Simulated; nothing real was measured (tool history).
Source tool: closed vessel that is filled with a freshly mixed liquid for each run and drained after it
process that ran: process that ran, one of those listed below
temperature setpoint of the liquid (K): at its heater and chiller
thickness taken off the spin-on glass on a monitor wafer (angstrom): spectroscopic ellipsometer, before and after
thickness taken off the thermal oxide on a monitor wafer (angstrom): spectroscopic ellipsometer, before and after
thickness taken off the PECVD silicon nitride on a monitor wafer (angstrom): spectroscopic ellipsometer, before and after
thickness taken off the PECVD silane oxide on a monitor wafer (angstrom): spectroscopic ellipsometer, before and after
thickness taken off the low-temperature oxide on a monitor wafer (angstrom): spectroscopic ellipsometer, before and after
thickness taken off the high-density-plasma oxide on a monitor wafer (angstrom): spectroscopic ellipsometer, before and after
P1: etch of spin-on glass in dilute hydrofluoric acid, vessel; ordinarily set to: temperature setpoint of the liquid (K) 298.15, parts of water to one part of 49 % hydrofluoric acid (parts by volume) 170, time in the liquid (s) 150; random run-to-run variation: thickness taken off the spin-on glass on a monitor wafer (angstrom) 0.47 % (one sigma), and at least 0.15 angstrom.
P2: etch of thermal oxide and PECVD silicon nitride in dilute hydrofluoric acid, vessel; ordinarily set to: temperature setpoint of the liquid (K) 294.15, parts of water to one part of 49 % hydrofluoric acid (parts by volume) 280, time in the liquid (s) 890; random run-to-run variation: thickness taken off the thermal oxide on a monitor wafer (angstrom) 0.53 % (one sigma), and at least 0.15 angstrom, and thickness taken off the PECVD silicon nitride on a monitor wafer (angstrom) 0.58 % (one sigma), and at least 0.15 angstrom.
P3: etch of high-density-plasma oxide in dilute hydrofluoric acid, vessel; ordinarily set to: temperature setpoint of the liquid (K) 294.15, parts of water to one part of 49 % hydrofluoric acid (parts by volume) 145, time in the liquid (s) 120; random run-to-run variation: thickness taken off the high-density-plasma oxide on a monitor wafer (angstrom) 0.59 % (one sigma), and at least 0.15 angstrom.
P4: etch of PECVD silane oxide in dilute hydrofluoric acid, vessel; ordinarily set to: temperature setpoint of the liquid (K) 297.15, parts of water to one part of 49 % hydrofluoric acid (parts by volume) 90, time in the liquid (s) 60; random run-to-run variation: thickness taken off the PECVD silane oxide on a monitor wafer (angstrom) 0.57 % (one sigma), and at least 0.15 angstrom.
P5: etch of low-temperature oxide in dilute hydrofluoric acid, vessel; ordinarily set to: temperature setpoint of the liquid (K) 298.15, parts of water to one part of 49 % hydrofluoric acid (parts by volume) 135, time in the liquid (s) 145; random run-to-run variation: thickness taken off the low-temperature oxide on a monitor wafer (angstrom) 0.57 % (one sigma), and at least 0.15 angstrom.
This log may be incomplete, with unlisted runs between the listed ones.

run	hour	process that ran	temperature setpoint of the liquid (K)	parts of water to one part of 49 % hydrofluoric acid (parts by volume)	time in the liquid (s)	thickness taken off the spin-on glass on a monitor wafer (angstrom)	thickness taken off the thermal oxide on a monitor wafer (angstrom)	thickness taken off the PECVD silicon nitride on a monitor wafer (angstrom)	thickness taken off the PECVD silane oxide on a monitor wafer (angstrom)	thickness taken off the low-temperature oxide on a monitor wafer (angstrom)	thickness taken off the high-density-plasma oxide on a monitor wafer (angstrom)
1	6.4	P1	298.15	170	150	214.83					
2	18.2	P1	298.15	235	150	145.46					
3	26.2	P2	290.15	280	890		88.606	88.547			
4	36.2	P4	297.15	90	60				146.79		
5	47.4	P5	298.15	135	145					275.97	
6	59.2	P4	303.15	90	60				187.04		
7	69.8	P3	299.65	145	120						69.725
8	81.6	P5	291.65	135	145					211.59	
9	93.5	P1	298.15	170	150	213.39					
10	99.8	P1	298.15	170	255	364.97					
11	107.4	P2	294.15	280	890		103.31	114.99			
12	117.1	P1	298.15	95	150	420.67					
13	127.9	P5	298.15	240	145					136.41	
14	139.4	P4	297.15	90	30				73.719		
15	149.7	P3	294.15	145	30						13.935
16	157.5	P1	306.15	170	150	284.17					
17	163	P3	294.15	260	120						28.169
18	172	P4	297.15	90	60				148.07		
19	178.9	P2	294.15	280	505		59.014	65.091			
20	186.6	P4	297.15	165	60				73.729		
21	197.6	P2	294.15	510	890		46.452	65.127			
22	203.6	P3	294.15	145	120						56.622
23	215.4	P5	298.15	135	240					455.11	
24	223.6	P1	298.15	170	150	214.81					
25	233.3	P1	291.15	170	150	164.43					
26	240.3	P1	298.15	170	30	42.257					
27	252.5	P1	290.65	170	290	312.17					
28	259.5	P1	298.15	170	150	215.14					
29	270.3	P1	298.15	170	150	213.57					
30	281.9	P1	298.15	170	150	205.27					
31	289.8	P1	298.15	170	150	201.8					
32	300.7	P1	298.15	170	150	198.87					
33	310.4	P1	298.15	170	150	198.38					
34	321.9	P1	298.15	170	150	196.97					
35	328.7	P1	298.15	170	150	197.72					

The log shows P1 creeping away from where it was. Any of the 2 causes listed here, at the size stated for it, fits the log just as well as the others:
A: hydrofluoric acid flow below the setpoint (%) = 6.65
B: liquid colder than its thermometer reads (K) = 2.19
Onset of the creep was near hour 270.3.

Listed below are the offered check runs, one wafer per run, with question marks in place of results. For which of them would the causes give clearly different outcomes?
check 1	335.5	P3	298.65	145	30						?
check 2	335.5	P2	294.15	465	890		?	?			
check 3	335.5	P4	297.15	155	60				?		
check 4	335.5	P5	292.15	235	145					?	

What every check run would give for each of its results, assuming each possible cause in turn:
check	result	if A	if B
check 1	thickness taken off the high-density-plasma oxide on a monitor wafer (angstrom)	15.496	15.455
check 2	thickness taken off the thermal oxide on a monitor wafer (angstrom)	48.084	49.127
check 2	thickness taken off the PECVD silicon nitride on a monitor wafer (angstrom)	65.563	61.358
check 3	thickness taken off the PECVD silane oxide on a monitor wafer (angstrom)	73.519	73.29
check 4	thickness taken off the low-temperature oxide on a monitor wafer (angstrom)	103.53	103.46
Smallest distance between any two causes, each pair judged by its most separating result, in per cent: check 1 0.26 %; check 2 6.63 %; check 3 0.31 %; check 4 0.07 %
Check 2 tells the causes apart: in the others they would give nearly the same result.

After running check 2, the following was obtained: thickness taken off the thermal oxide on a monitor wafer (angstrom) 48.215; thickness taken off the PECVD silicon nitride on a monitor wafer (angstrom) 65.61. Which cause does this point to?

The correct cause is A, namely: hydrofluoric acid flow below the setpoint (%).
